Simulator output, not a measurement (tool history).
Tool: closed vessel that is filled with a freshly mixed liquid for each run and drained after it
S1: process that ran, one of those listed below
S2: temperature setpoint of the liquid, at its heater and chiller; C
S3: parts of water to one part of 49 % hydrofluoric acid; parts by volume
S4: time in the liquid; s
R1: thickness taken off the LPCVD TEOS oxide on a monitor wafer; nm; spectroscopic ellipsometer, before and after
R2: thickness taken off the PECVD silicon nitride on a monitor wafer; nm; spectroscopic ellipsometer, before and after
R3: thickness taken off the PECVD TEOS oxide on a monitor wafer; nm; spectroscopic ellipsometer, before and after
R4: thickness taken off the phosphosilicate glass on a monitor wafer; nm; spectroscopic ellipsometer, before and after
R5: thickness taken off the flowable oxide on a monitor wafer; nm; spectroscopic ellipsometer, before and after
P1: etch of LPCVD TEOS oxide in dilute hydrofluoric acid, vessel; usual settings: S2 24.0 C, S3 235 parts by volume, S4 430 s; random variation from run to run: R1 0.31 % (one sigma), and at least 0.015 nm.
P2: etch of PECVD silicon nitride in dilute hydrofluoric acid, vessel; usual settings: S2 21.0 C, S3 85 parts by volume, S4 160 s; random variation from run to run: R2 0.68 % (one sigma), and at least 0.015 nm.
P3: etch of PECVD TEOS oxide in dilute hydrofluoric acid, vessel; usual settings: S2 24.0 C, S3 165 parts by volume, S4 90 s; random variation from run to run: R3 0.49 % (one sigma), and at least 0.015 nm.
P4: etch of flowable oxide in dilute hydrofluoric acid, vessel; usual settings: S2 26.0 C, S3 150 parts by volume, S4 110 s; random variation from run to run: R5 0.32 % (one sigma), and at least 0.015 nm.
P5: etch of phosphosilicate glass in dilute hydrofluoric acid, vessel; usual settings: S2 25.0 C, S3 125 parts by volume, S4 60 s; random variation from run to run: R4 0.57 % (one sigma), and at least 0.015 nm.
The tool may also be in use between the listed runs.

run,hour,S1,S2,S3,S4,R1,R2,R3,R4,R5
1,13.8,P1,24.0,235,430,53.131,,,,
2,31.0,P2,26.5,85,160,,6.1583,,,
3,48.1,P3,19.0,165,90,,,9.9254,,
4,59.8,P1,24.0,430,430,24.080,,,,
5,69.4,P2,21.0,85,65,,1.7600,,,
6,79.5,P1,24.0,235,70,8.636,,,,
7,91.1,P1,24.0,235,430,52.974,,,,
8,102.1,P1,24.0,235,430,53.111,,,,
9,116.1,P3,24.0,165,175,,,23.3070,,
10,133.7,P1,24.0,125,430,112.560,,,,
11,147.2,P5,25.0,125,115,,,,102.370,
12,162.3,P1,24.0,235,690,85.194,,,,
13,177.5,P5,25.0,125,60,,,,53.713,
14,185.8,P1,24.0,235,430,52.862,,,,
15,204.1,P1,24.0,235,430,53.089,,,,
16,219.0,P5,25.0,30,60,,,,253.190,
17,231.4,P1,19.5,235,430,44.917,,,,
18,239.5,P5,18.5,125,60,,,,41.451,
19,249.0,P1,29.0,235,185,27.210,,,,
20,260.3,P4,26.0,150,30,,,,,5.1336
21,272.7,P4,26.0,150,110,,,,,18.6790
22,288.0,P3,24.0,240,90,,,7.5526,,
23,296.9,P1,24.0,75,220,101.680,,,,
24,311.0,P4,26.0,220,110,,,,,11.7650
25,323.5,P1,30.5,235,430,66.179,,,,
26,340.2,P1,29.0,60,430,311.580,,,,
27,348.5,P2,21.0,30,160,,11.8810,,,
28,360.5,P1,24.0,235,430,52.656,,,,
29,371.1,P4,19.5,150,110,,,,,14.4840
30,380.9,P4,26.0,150,110,,,,,18.7720
31,393.9,P2,21.0,85,160,,4.3144,,,
32,410.7,P3,24.0,165,90,,,12.0540,,
33,427.1,P1,24.0,235,430,53.148,,,,
34,443.2,P1,24.0,235,430,54.588,,,,
35,460.8,P1,24.0,235,430,55.156,,,,
36,479.4,P1,24.0,235,430,56.109,,,,
37,489.2,P1,24.0,235,430,56.308,,,,
38,502.8,P1,24.0,235,430,56.693,,,,
39,518.4,P1,24.0,235,430,57.120,,,,
40,536.9,P1,24.0,235,430,56.793,,,,
41,552.4,P1,24.0,235,430,56.987,,,,
42,563.0,P1,24.0,235,430,57.304,,,,
43,571.5,P1,24.0,235,430,57.059,,,,
44,580.2,P1,24.0,235,430,57.422,,,,

What P1 gives has crept away from where it was. These 2 causes fit the log equally well, each at the size given:
A: hydrofluoric acid flow above the setpoint (%) = 6.18
B: liquid hotter than its thermometer reads (K) = 2.08
The creep began at about hour 427.1.

4 check runs are offered, one wafer each, their results left as question marks. Which one tells the causes apart?
check 1,588.9,P5,25.0,125,60,,,,?,
check 2,588.9,P4,26.0,150,110,,,,,?
check 3,588.9,P2,21.0,85,160,,?,,,
check 4,588.9,P3,24.0,165,90,,,?,,

What each check would give under each cause:
check,result,if A,if B
check 1,R4,57.435,58.040
check 2,R5,20.0750,20.2090
check 3,R2,4.5287,4.9131
check 4,R3,12.8780,12.9700
How far apart the two closest causes lie, in the result that separates them most: check 1 1.05 %; check 2 0.66 %; check 3 8.15 %; check 4 0.71 %
Only check 3 tells the causes apart: in the others they would give nearly the same result.

Check 3 was then run and gave: R2 4.9468 nm. Which cause is it?

It is B: liquid hotter than its thermometer reads (K).
